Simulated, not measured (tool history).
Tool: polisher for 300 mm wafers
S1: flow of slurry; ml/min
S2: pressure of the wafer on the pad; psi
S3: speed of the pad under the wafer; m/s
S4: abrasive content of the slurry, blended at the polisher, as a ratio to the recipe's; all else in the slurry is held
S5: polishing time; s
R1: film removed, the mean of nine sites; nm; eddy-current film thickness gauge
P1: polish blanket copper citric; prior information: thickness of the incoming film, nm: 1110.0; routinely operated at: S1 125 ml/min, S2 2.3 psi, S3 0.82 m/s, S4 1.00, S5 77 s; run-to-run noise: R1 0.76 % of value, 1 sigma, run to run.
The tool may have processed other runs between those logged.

| run | hour | S1 | S2 | S3 | S4 | S5 | R1 |
|---|---|---|---|---|---|---|---|
| 1 | 11.8 | 125 | 2.3 | 0.82 | 1.00 | 77 | 121.320 |
| 2 | 28.3 | 75 | 2.3 | 0.82 | 1.00 | 77 | 104.750 |
| 3 | 38.6 | 125 | 2.3 | 0.82 | 1.00 | 77 | 121.080 |
| 4 | 50.0 | 185 | 2.3 | 0.82 | 1.00 | 77 | 130.370 |
|  | 59.5 | slurry nozzle cleaned |
| 5 | 65.1 | 125 | 2.3 | 0.82 | 1.00 | 77 | 118.180 |
| 6 | 81.8 | 125 | 2.3 | 0.82 | 1.00 | 109 | 168.770 |
| 7 | 89.5 | 125 | 2.3 | 0.50 | 1.00 | 77 | 75.040 |
| 8 | 102.9 | 125 | 2.3 | 0.82 | 1.00 | 35 | 54.023 |
| 9 | 119.3 | 125 | 2.3 | 0.82 | 0.65 | 77 | 109.960 |
| 10 | 135.8 | 125 | 2.3 | 0.82 | 1.35 | 77 | 128.990 |
| 11 | 149.8 | 125 | 2.3 | 0.82 | 1.00 | 77 | 119.480 |
| 12 | 158.3 | 125 | 3.6 | 0.82 | 1.00 | 77 | 186.730 |
| 13 | 174.2 | 125 | 2.3 | 0.82 | 1.00 | 77 | 119.890 |
| 14 | 184.3 | 125 | 3.5 | 1.12 | 1.00 | 77 | 244.180 |
| 15 | 192.6 | 125 | 2.3 | 1.04 | 1.00 | 77 | 151.160 |
| 16 | 200.3 | 125 | 1.4 | 0.82 | 1.00 | 77 | 74.781 |
| 17 | 208.4 | 125 | 2.3 | 0.82 | 1.00 | 77 | 120.880 |
| 18 | 224.0 | 125 | 2.3 | 0.82 | 1.00 | 77 | 117.200 |
| 19 | 238.8 | 125 | 2.3 | 0.82 | 1.00 | 77 | 113.510 |
| 20 | 252.9 | 125 | 2.3 | 0.82 | 1.00 | 77 | 113.330 |
|  | 257.7 | head pressure recalibrated |
| 21 | 269.7 | 125 | 2.3 | 0.82 | 1.00 | 77 | 113.780 |
| 22 | 280.6 | 125 | 2.3 | 0.82 | 1.00 | 77 | 111.650 |
| 23 | 288.5 | 125 | 2.3 | 0.82 | 1.00 | 77 | 112.180 |
|  | 293.0 | worn pad replaced by a new one |
| 24 | 300.6 | 125 | 2.3 | 0.82 | 1.00 | 77 | 110.690 |
| 25 | 315.4 | 125 | 2.3 | 0.82 | 1.00 | 77 | 110.990 |
| 26 | 327.4 | 125 | 2.3 | 0.82 | 1.00 | 77 | 110.690 |

What P1 gives has crept off from where it sat before. The 2 causes that follow fit the log equally well, each at the size noted:
A: slurry flow missing at the pad, % = 26.5
B: abrasive missing from the slurry, % = 29.2
The onset of the drift is placed at about hour 208.4.
Why every other cause is out:
removal rate lost through wear of the pad, %: maintenance at hour 293.0, after the shift began, did not return the process to its former output
head's pressure below its setpoint, %: maintenance at hour 257.7, after the shift began, did not return the process to its former output

The 4 check runs listed below each average the results of 5 wafers, and their outcomes are marked with question marks. Under which run would the listed causes produce clearly different results?
| check 1 | 339.4 | 90 | 2.3 | 0.82 | 0.75 | 77 | ? |
| check 2 | 339.4 | 125 | 2.3 | 0.82 | 1.00 | 107 | ? |
| check 3 | 339.4 | 125 | 3.4 | 0.82 | 1.35 | 77 | ? |
| check 4 | 339.4 | 125 | 2.3 | 0.82 | 1.35 | 77 | ? |

Check results expected under each cause:
| check | result | if A | if B |
|---|---|---|---|
| check 1 | R1 | 94.955 | 97.483 |
| check 2 | R1 | 155.200 | 155.160 |
| check 3 | R1 | 174.110 | 173.610 |
| check 4 | R1 | 119.240 | 118.900 |
Distance between the nearest two causes, measured in the result of the check that separates them most: check 1 2.63 %; check 2 0.02 %; check 3 0.29 %; check 4 0.29 %
Only in check 1 would the causes give clearly different results; in the remaining checks their results would be nearly the same.

Here is what check 1 returned: R1 97.251 nm. Which cause is it?

B is the cause: abrasive missing from the slurry, %.
